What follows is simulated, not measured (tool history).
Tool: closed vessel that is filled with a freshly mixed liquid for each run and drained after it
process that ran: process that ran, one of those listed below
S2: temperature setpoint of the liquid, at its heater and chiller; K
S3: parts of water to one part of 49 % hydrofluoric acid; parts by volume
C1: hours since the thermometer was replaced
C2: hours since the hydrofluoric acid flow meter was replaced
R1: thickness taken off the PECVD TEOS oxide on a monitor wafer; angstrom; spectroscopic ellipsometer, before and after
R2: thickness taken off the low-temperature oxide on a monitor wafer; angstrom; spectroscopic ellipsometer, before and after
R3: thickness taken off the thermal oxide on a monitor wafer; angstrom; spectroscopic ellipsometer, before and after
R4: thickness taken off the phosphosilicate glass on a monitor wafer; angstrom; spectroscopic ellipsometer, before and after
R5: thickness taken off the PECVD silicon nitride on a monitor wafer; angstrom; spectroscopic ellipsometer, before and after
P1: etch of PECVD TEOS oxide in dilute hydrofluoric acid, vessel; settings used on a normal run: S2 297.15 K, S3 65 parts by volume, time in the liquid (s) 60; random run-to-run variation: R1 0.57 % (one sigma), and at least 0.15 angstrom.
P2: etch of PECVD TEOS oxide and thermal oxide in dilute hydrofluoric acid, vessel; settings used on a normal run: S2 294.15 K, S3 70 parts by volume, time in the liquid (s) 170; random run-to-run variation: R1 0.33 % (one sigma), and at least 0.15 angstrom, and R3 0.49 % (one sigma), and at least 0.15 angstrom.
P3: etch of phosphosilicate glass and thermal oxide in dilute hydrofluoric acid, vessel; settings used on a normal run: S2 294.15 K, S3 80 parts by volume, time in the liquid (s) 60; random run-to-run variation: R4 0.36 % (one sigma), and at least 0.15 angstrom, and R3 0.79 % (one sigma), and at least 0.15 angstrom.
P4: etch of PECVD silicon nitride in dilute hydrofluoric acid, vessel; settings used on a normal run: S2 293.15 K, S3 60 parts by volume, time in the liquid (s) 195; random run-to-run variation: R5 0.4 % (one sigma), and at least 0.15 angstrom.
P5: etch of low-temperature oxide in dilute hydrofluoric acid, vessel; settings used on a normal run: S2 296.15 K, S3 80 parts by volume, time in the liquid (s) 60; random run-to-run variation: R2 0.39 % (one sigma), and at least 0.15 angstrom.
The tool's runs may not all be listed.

Run 1, day 0.162: process that ran P1, S2 297.15 K, S3 65 parts by volume, time in the liquid (s) 60; C1 438.9; C2 306. Result: R1 228.5 angstrom.
Run 2, day 0.317: process that ran P5, S2 296.15 K, S3 20 parts by volume, time in the liquid (s) 60; C1 442.6; C2 309.7. Result: R2 720.8 angstrom.
Run 3, day 0.479: process that ran P2, S2 294.15 K, S3 70 parts by volume, time in the liquid (s) 30; C1 446.5; C2 313.6. Result: R1 55.283 angstrom, R3 19.824 angstrom.
Run 4, day 0.612: process that ran P2, S2 294.15 K, S3 70 parts by volume, time in the liquid (s) 170; C1 449.7; C2 316.8. Result: R1 314.79 angstrom, R3 112.15 angstrom.
Run 5, day 0.729: process that ran P3, S2 294.15 K, S3 80 parts by volume, time in the liquid (s) 30; C1 452.5; C2 319.6. Result: R3 14.818 angstrom, R4 540.14 angstrom.
Run 6, day 0.925: process that ran P1, S2 297.15 K, S3 65 parts by volume, time in the liquid (s) 60; C1 457.2; C2 324.3. Result: R1 229.16 angstrom.
Run 7, day 1.046: process that ran P1, S2 297.15 K, S3 65 parts by volume, time in the liquid (s) 85; C1 460.1; C2 327.2. Result: R1 325.37 angstrom.
Run 8, day 1.246: process that ran P1, S2 297.15 K, S3 65 parts by volume, time in the liquid (s) 60; C1 464.9; C2 332. Result: R1 228.83 angstrom.
Run 9, day 1.354: process that ran P2, S2 302.15 K, S3 70 parts by volume, time in the liquid (s) 170; C1 467.5; C2 334.6. Result: R1 430.58 angstrom, R3 154.39 angstrom.
Run 10, day 1.533: process that ran P1, S2 297.15 K, S3 65 parts by volume, time in the liquid (s) 60; C1 471.8; C2 338.9. Result: R1 229.98 angstrom.
Run 11, day 1.692: process that ran P3, S2 294.15 K, S3 80 parts by volume, time in the liquid (s) 60; C1 475.6; C2 342.7. Result: R3 29.999 angstrom, R4 1078.2 angstrom.
Run 12, day 1.858: process that ran P5, S2 296.15 K, S3 80 parts by volume, time in the liquid (s) 60; C1 479.6; C2 346.7. Result: R2 168.09 angstrom.
Run 13, day 2.046: process that ran P4, S2 293.15 K, S3 20 parts by volume, time in the liquid (s) 195; C1 484.1; C2 351.2. Result: R5 264.28 angstrom.
Run 14, day 2.221: process that ran P1, S2 290.15 K, S3 40 parts by volume, time in the liquid (s) 60; C1 488.3; C2 355.4. Result: R1 286.49 angstrom.
Run 15, day 2.383: process that ran P2, S2 294.15 K, S3 100 parts by volume, time in the liquid (s) 170; C1 492.2; C2 359.3. Result: R1 213.56 angstrom, R3 75.327 angstrom.
Run 16, day 2.567: process that ran P1, S2 297.15 K, S3 65 parts by volume, time in the liquid (s) 60; C1 496.6; C2 363.7. Result: R1 228.64 angstrom.
Run 17, day 2.742: process that ran P4, S2 293.15 K, S3 60 parts by volume, time in the liquid (s) 195; C1 500.8; C2 367.9. Result: R5 91.896 angstrom.
Run 18, day 2.833: process that ran P5, S2 290.15 K, S3 80 parts by volume, time in the liquid (s) 60; C1 503; C2 370.1. Result: R2 130.3 angstrom.
Run 19, day 2.975: process that ran P3, S2 294.15 K, S3 45 parts by volume, time in the liquid (s) 60; C1 506.4; C2 373.5. Result: R3 55.259 angstrom, R4 1994.7 angstrom.
Run 20, day 3.112: process that ran P4, S2 293.15 K, S3 60 parts by volume, time in the liquid (s) 30; C1 509.7; C2 376.8. Result: R5 13.865 angstrom.
Run 21, day 3.242: process that ran P1, S2 297.15 K, S3 20 parts by volume, time in the liquid (s) 60; C1 512.8; C2 379.9. Result: R1 799.83 angstrom.

What does the tool deliver on the next run?
Run 22, day 3.354: process that ran P3, S2 290.15 K, S3 80 parts by volume, time in the liquid (s) 60; C1 515.5; C2 382.6. Result: R3 ?, R4 ?.

Run 22 gave R3 25.614 angstrom, R4 908.95 angstrom.
